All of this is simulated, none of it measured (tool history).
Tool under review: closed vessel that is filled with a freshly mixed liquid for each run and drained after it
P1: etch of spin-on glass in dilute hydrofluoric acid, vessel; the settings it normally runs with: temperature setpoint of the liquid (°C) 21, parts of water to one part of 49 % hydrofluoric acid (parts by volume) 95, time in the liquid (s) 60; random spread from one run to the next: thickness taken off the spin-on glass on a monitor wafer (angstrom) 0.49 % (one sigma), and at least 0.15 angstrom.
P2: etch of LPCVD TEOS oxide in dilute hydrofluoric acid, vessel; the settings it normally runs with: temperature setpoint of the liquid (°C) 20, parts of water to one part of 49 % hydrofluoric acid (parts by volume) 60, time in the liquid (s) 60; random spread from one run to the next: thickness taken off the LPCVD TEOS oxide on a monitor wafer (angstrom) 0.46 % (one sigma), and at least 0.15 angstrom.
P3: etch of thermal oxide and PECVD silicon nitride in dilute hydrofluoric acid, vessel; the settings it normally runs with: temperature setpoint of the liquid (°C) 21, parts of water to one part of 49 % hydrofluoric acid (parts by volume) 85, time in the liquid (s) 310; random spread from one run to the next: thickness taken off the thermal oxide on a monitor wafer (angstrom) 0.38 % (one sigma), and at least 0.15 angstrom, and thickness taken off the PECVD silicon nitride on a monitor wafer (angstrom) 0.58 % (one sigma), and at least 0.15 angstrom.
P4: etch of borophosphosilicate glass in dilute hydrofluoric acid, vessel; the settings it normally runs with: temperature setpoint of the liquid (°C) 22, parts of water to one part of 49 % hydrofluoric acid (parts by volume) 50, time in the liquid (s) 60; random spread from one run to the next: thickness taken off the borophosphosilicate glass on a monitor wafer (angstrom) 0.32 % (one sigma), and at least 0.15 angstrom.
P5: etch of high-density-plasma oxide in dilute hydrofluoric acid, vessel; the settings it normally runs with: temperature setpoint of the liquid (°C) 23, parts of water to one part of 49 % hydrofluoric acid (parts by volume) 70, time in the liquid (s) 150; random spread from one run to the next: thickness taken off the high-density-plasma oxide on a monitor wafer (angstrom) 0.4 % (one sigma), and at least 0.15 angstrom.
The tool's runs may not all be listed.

| run | day | process that ran | temperature setpoint of the liquid (°C) | parts of water to one part of 49 % hydrofluoric acid (parts by volume) | time in the liquid (s) | hours since the thermometer was replaced | hours since the hydrofluoric acid flow meter was replaced | thickness taken off the spin-on glass on a monitor wafer (angstrom) | thickness taken off the high-density-plasma oxide on a monitor wafer (angstrom) | thickness taken off the borophosphosilicate glass on a monitor wafer (angstrom) | thickness taken off the thermal oxide on a monitor wafer (angstrom) | thickness taken off the PECVD silicon nitride on a monitor wafer (angstrom) | thickness taken off the LPCVD TEOS oxide on a monitor wafer (angstrom) |
|---|---|---|---|---|---|---|---|---|---|---|---|---|---|
| 1 | 0.496 | P1 | 21 | 95 | 60 | 387.3 | 340.5 | 355.77 |  |  |  |  |  |
| 2 | 0.904 | P5 | 23 | 70 | 150 | 397.1 | 350.3 |  | 133.36 |  |  |  |  |
| 3 | 1.608 | P1 | 21 | 95 | 105 | 414 | 367.2 | 622.31 |  |  |  |  |  |
| 4 | 2.008 | P4 | 29 | 50 | 60 | 423.6 | 376.8 |  |  | 531.98 |  |  |  |
|  | 2.296 | thermometer replaced |
| 5 | 2.783 | P5 | 23 | 40 | 150 | 11.7 | 395.4 |  | 241.08 |  |  |  |  |
| 6 | 3.142 | P5 | 17 | 70 | 150 | 20.3 | 404 |  | 103.29 |  |  |  |  |
| 7 | 3.617 | P5 | 23 | 70 | 290 | 31.7 | 415.4 |  | 258.08 |  |  |  |  |
| 8 | 4.062 | P1 | 21 | 95 | 30 | 42.4 | 426.1 | 177.31 |  |  |  |  |  |
| 9 | 4.646 | P1 | 25 | 20 | 60 | 56.4 | 440.1 | 2178.7 |  |  |  |  |  |
| 10 | 5.375 | P1 | 21 | 165 | 60 | 73.9 | 457.6 | 189.03 |  |  |  |  |  |
| 11 | 6.038 | P4 | 22 | 50 | 60 | 89.8 | 473.5 |  |  | 401.32 |  |  |  |
| 12 | 6.442 | P1 | 17 | 95 | 60 | 99.5 | 483.2 | 298.06 |  |  |  |  |  |
| 13 | 7.046 | P3 | 17 | 85 | 310 | 114 | 497.7 |  |  |  | 135.53 | 37.521 |  |
| 14 | 7.65 | P3 | 21 | 140 | 310 | 128.5 | 512.2 |  |  |  | 91.155 | 30.882 |  |
| 15 | 8.092 | P4 | 22 | 25 | 60 | 139.1 | 522.8 |  |  | 828.98 |  |  |  |
| 16 | 8.629 | P1 | 21 | 50 | 60 | 152 | 535.7 | 712.26 |  |  |  |  |  |
| 17 | 9.217 | P2 | 17 | 60 | 60 | 166.1 | 549.8 |  |  |  |  |  | 147.84 |
| 18 | 9.712 | P1 | 21 | 95 | 60 | 178 | 561.7 | 352.7 |  |  |  |  |  |
| 19 | 10.429 | P1 | 21 | 95 | 60 | 195.2 | 578.9 | 356.88 |  |  |  |  |  |
| 20 | 10.829 | P1 | 27 | 95 | 95 | 204.8 | 588.5 | 719.73 |  |  |  |  |  |
| 21 | 11.442 | P2 | 20 | 60 | 60 | 219.5 | 603.2 |  |  |  |  |  | 165.11 |
| 22 | 12.217 | P2 | 20 | 95 | 60 | 238.1 | 621.8 |  |  |  |  |  | 101.36 |
| 23 | 12.758 | P3 | 21 | 85 | 40 | 251.1 | 634.8 |  |  |  | 20.364 | 6.4997 |  |
| 24 | 13.333 | P1 | 21 | 95 | 60 | 264.9 | 648.6 | 357.24 |  |  |  |  |  |
| 25 | 14.112 | P1 | 28 | 30 | 60 | 283.6 | 667.3 | 1627.6 |  |  |  |  |  |
| 26 | 14.712 | P1 | 21 | 95 | 60 | 298 | 681.7 | 358.73 |  |  |  |  |  |
| 27 | 15.396 | P1 | 25 | 95 | 60 | 314.4 | 698.1 | 418.49 |  |  |  |  |  |
| 28 | 15.933 | P2 | 20 | 60 | 30 | 327.3 | 711 |  |  |  |  |  | 83.701 |
| 29 | 16.45 | P3 | 21 | 85 | 310 | 339.7 | 723.4 |  |  |  | 160.68 | 49.991 |  |
| 30 | 16.871 | P4 | 22 | 50 | 30 | 349.8 | 733.5 |  |  | 200.51 |  |  |  |
| 31 | 17.488 | P1 | 21 | 95 | 60 | 364.6 | 748.3 | 353.13 |  |  |  |  |  |
| 32 | 18.112 | P1 | 21 | 95 | 60 | 379.6 | 763.3 | 356.26 |  |  |  |  |  |
| 33 | 18.529 | P1 | 21 | 95 | 60 | 389.6 | 773.3 | 340.92 |  |  |  |  |  |
| 34 | 18.992 | P1 | 21 | 95 | 60 | 400.7 | 784.4 | 331.86 |  |  |  |  |  |
| 35 | 19.425 | P1 | 21 | 95 | 60 | 411.1 | 794.8 | 327.57 |  |  |  |  |  |
| 36 | 19.829 | P1 | 21 | 95 | 60 | 420.8 | 804.5 | 329.07 |  |  |  |  |  |
| 37 | 20.246 | P1 | 21 | 95 | 60 | 430.8 | 814.5 | 328.03 |  |  |  |  |  |
| 38 | 20.954 | P1 | 21 | 95 | 60 | 447.8 | 831.5 | 322.17 |  |  |  |  |  |

P1 has crept away from where it was. The log is fitted equally well by each of these 2 causes, at the sizes shown:
A: hydrofluoric acid flow below the setpoint (%) = 7.6
B: liquid colder than its thermometer reads (K) = 2.14
The gradual shift began around day 18.112.

4 check runs are offered, one wafer each, their results left as question marks. Which one tells the causes apart?
| check 1 | 21.662 | P2 | 20 | 60 | 60 |  |  |  |  |  |  |  | ? |
| check 2 | 21.662 | P3 | 21 | 85 | 310 |  |  |  |  |  | ? | ? |  |
| check 3 | 21.662 | P4 | 22 | 50 | 60 |  |  |  |  | ? |  |  |  |
| check 4 | 21.662 | P5 | 23 | 70 | 150 |  |  |  | ? |  |  |  |  |

Check results expected under each cause:
| check | result | if A | if B |
|---|---|---|---|
| check 1 | thickness taken off the LPCVD TEOS oxide on a monitor wafer (angstrom) | 153.44 | 152.51 |
| check 2 | thickness taken off the thermal oxide on a monitor wafer (angstrom) | 147.03 | 146.79 |
| check 2 | thickness taken off the PECVD silicon nitride on a monitor wafer (angstrom) | 46.351 | 43.248 |
| check 3 | thickness taken off the borophosphosilicate glass on a monitor wafer (angstrom) | 369.16 | 366.93 |
| check 4 | thickness taken off the high-density-plasma oxide on a monitor wafer (angstrom) | 121.9 | 121.67 |
Per-check spread between the two closest causes, in the result where they differ most: check 1 0.61 %; check 2 6.93 %; check 3 0.61 %; check 4 0.19 %
The causes can be told apart only by check 2. The other checks would give nearly the same results under each of them.

Check 2 was then run and gave: thickness taken off the thermal oxide on a monitor wafer (angstrom) 148.13; thickness taken off the PECVD silicon nitride on a monitor wafer (angstrom) 46.629. Which cause is it?

A is the cause: hydrofluoric acid flow below the setpoint (%).

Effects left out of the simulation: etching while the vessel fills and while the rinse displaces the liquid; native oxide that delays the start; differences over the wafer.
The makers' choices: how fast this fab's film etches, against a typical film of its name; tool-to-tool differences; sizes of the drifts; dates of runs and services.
